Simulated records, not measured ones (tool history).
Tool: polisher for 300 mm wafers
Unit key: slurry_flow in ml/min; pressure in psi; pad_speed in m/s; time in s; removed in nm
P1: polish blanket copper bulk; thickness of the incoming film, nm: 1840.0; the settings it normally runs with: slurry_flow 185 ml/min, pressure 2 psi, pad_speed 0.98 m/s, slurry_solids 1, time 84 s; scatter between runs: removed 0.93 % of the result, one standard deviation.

run	hour	slurry_flow	pressure	pad_speed	slurry_solids	time	wafers polished on this pad	hours since the slurry nozzle was cleaned	hours since the head pressure was calibrated	hours since the slurry blender was calibrated	removed
1	6.4	185	2	0.98	1	84	695	248.7	589.1	240.8	489.45
2	16.3	185	2	0.98	1	84	769	258.6	599	250.7	489.22
3	21.6	110	2	1.36	1	84	809	263.9	604.3	256	622.29
4	26.4	185	2	0.98	1	84	845	268.7	609.1	260.8	486.16
5	33.5	185	2.8	0.98	1	84	898	275.8	616.2	267.9	691.89
# hour 36.1: slurry blender recalibrated
6	42.8	185	2	0.44	1	84	967	285.1	625.5	6.7	221.12
7	47.7	185	2	0.98	1	84	1004	290	630.4	11.6	487.91
# hour 53.5: head pressure recalibrated
8	57.9	185	2.9	0.98	1	47	1080	300.2	4.4	21.8	393.62
9	68.1	185	2.8	0.98	0.75	84	1157	310.4	14.6	32	639.08
10	73.9	185	2	0.98	0.5	84	1200	316.2	20.4	37.8	426.61
11	81.7	185	2	0.98	1	84	1258	324	28.2	45.6	499.14
12	87.4	185	2	0.98	1	84	1301	329.7	33.9	51.3	495.63
13	92.2	110	2	0.98	1	84	1337	334.5	38.7	56.1	443.29
14	101.6	235	2	0.98	1	84	1407	343.9	48.1	65.5	504.72
# hour 105.4: slurry nozzle cleaned
15	110.5	185	2	0.98	1	52	1474	5.1	57	74.4	300.35
16	116.7	185	2	0.98	1	131	1520	11.3	63.2	80.6	777.78
17	125.7	185	2	0.98	1.45	84	1588	20.3	72.2	89.6	523.53
18	134.7	185	2	1.54	1	84	1655	29.3	81.2	98.6	776.77
19	144.6	185	0.9	0.98	1	84	1729	39.2	91.1	108.5	219.64
20	150.7	185	2	0.98	1	84	1775	45.3	97.2	114.6	488.13
21	157	185	2	0.98	1	84	1822	51.6	103.5	120.9	467.52
22	162.3	185	2	0.98	1	84	1861	56.9	108.8	126.2	460.91

Run 23 is up next; what results do you expect?
# hour 165: head pressure recalibrated
23	167.1	185	2	0.98	1	84	1897	61.7	2.1	131	?

Logged for run 23: removed 458.61 nm.

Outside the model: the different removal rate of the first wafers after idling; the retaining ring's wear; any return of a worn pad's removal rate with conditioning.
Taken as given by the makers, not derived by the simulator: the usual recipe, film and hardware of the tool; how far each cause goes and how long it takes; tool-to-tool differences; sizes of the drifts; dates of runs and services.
